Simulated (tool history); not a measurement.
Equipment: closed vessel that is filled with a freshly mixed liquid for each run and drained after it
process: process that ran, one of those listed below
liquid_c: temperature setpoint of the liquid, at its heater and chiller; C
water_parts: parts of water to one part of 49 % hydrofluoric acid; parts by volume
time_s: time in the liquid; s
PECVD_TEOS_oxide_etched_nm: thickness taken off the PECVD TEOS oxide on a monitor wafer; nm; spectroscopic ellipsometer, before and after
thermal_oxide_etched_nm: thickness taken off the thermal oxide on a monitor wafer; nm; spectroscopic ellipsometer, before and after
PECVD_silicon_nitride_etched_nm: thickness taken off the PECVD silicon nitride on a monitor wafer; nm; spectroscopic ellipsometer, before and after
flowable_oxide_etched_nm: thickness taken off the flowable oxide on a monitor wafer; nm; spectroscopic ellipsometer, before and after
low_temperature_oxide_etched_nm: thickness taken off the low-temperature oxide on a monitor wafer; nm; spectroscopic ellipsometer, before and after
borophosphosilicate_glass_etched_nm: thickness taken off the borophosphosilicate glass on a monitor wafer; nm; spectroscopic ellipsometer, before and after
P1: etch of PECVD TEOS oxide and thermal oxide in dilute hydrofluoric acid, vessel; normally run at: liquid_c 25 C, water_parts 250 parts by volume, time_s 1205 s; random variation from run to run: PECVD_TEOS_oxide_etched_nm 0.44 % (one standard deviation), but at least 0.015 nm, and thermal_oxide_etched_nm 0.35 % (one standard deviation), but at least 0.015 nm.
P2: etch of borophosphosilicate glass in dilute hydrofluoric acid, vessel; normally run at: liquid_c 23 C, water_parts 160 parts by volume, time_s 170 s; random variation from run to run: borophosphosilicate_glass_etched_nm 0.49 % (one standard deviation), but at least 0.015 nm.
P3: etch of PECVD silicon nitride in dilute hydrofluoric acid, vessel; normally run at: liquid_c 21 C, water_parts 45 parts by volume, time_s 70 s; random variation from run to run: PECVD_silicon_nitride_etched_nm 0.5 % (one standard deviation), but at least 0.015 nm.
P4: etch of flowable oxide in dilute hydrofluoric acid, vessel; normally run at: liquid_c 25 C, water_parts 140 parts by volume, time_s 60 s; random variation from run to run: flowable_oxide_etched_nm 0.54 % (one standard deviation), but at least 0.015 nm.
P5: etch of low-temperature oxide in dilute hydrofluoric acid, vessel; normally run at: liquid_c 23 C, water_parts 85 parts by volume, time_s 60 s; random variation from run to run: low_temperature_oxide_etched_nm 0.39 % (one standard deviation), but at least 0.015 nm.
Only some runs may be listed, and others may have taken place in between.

run   hour  process  liquid_c  water_parts  time_s  PECVD_TEOS_oxide_etched_nm  thermal_oxide_etched_nm  PECVD_silicon_nitride_etched_nm  flowable_oxide_etched_nm  low_temperature_oxide_etched_nm  borophosphosilicate_glass_etched_nm
  1    4.6       P1        25          250    1205                      52.512                   19.653
  2   10.8       P3        21           45      70                                                                                4.2164
  3   16.7       P1        25          250    1205                      52.805                   19.536
  4   21.3       P4        25          245      60                                                                                                          15.434
  5   24.7       P4        25          140     115                                                                                                          57.971
  6   31.8       P1        25          250    1205                      52.334                   19.617
  7   38.9       P5        23           85      60                                                                                                                                            12.56
  8   42.2       P2        23          160     170                                                                                                                                                                                49.777
  9   45.5       P1        31           65    1205                      318.14                   118.52
 10   52.6       P1        30          250    1205                      62.019                    23.18
 11   59.1       P3        21           20      70                                                                                9.0683
 12   63.5       P4      18.5          140      60                                                                                                          23.488
 13   70.3       P1        25          250    1205                      52.618                   19.762
 14   73.8       P2        23          240     170                                                                                                                                                                                30.358
 15   80.6       P3        29           45      70                                                                                7.1374
 16     85       P2        23          160      30                                                                                                                                                                                8.7579
 17   88.3       P5      29.5           85      60                                                                                                                                           16.183
 18   94.5       P1        25          250    1205                      52.522                   19.702
 19   97.7       P1        25          410     115                      2.6253                   1.0147
 20  104.9       P3        21           45     135                                                                                8.1106
 21  110.9       P1        25          455    1205                      23.684                   8.9082
 22    115       P1        25          250    2390                      103.91                   38.944
 23  118.4       P1        20          250    1205                      43.897                   16.307
 24  124.8       P5        23           85      30                                                                                                                                           6.2995
 25    128       P1        25           80    1205                      201.37                   74.861
 26  132.2       P4        25          140      60                                                                                                          30.278
 27  139.1       P1        25          250    1205                       52.45                   19.641
 28  145.1       P5        23          140      60                                                                                                                                           7.1566
 29  149.5       P2        28          160     170                                                                                                                                                                                59.954
 30  153.9       P1        25          250     425                      18.478                   6.9081
 31  160.3       P1        25          250    1205                      52.159                   19.654
 32  166.9       P4        25          140      60                                                                                                          30.068
 33  172.3       P1        25          250    1205                      52.932                   19.636
 34  176.8       P1        25          250    1205                      53.305                   19.987
 35  182.8       P1        25          250    1205                      54.493                   20.339
 36  187.3       P1        25          250    1205                      54.844                   20.492
 37  193.1       P1        25          250    1205                      54.835                    20.53
 38  196.9       P1        25          250    1205                      55.043                    20.59
 39  201.5       P1        25          250    1205                      55.487                   20.801
 40  207.7       P1        25          250    1205                      54.953                   20.796
 41  211.2       P1        25          250    1205                      54.928                   20.806
 42  217.2       P1        25          250    1205                      55.615                   20.694

The output of P1 has drifted from where it used to be. Each of the 2 causes below, taken at the size shown beside it, accounts for the log equally well:
A: hydrofluoric acid flow above the setpoint (%) = 4.36
B: liquid hotter than its thermometer reads (K) = 1.53
The process output started creeping at around hour 172.3.

Question marks stand in for the results of the 4 check runs listed below, each run on one wafer. Under which run would the listed causes show clearly different results?
check 1  223.2       P2        23          210     170                                                                                                                                                                                     ?
check 2  223.2       P4        25          205     115                                                                                                               ?
check 3  223.2       P5        23          140      60                                                                                                                                                ?
check 4  223.2       P3        29           45     130                                                                                     ?

If the cause were each of the candidates in turn, the checks would give the following:
  check                               result    if A    if B
check 1  borophosphosilicate_glass_etched_nm  37.716  37.887
check 2             flowable_oxide_etched_nm  38.819  38.944
check 3      low_temperature_oxide_etched_nm  7.5146  7.5879
check 4      PECVD_silicon_nitride_etched_nm  13.939  14.759
Gap, in per cent, between the two causes that each check separates least, read from the result that separates them most: check 1 0.45 %; check 2 0.32 %; check 3 0.97 %; check 4 5.71 %
Of the check runs offered, only check 4 discriminates between the causes; the rest would read about the same regardless of which cause applies.

Check 4 was then run and gave: PECVD_silicon_nitride_etched_nm 13.988 nm. Which cause is it?

It was cause A: hydrofluoric acid flow above the setpoint (%).
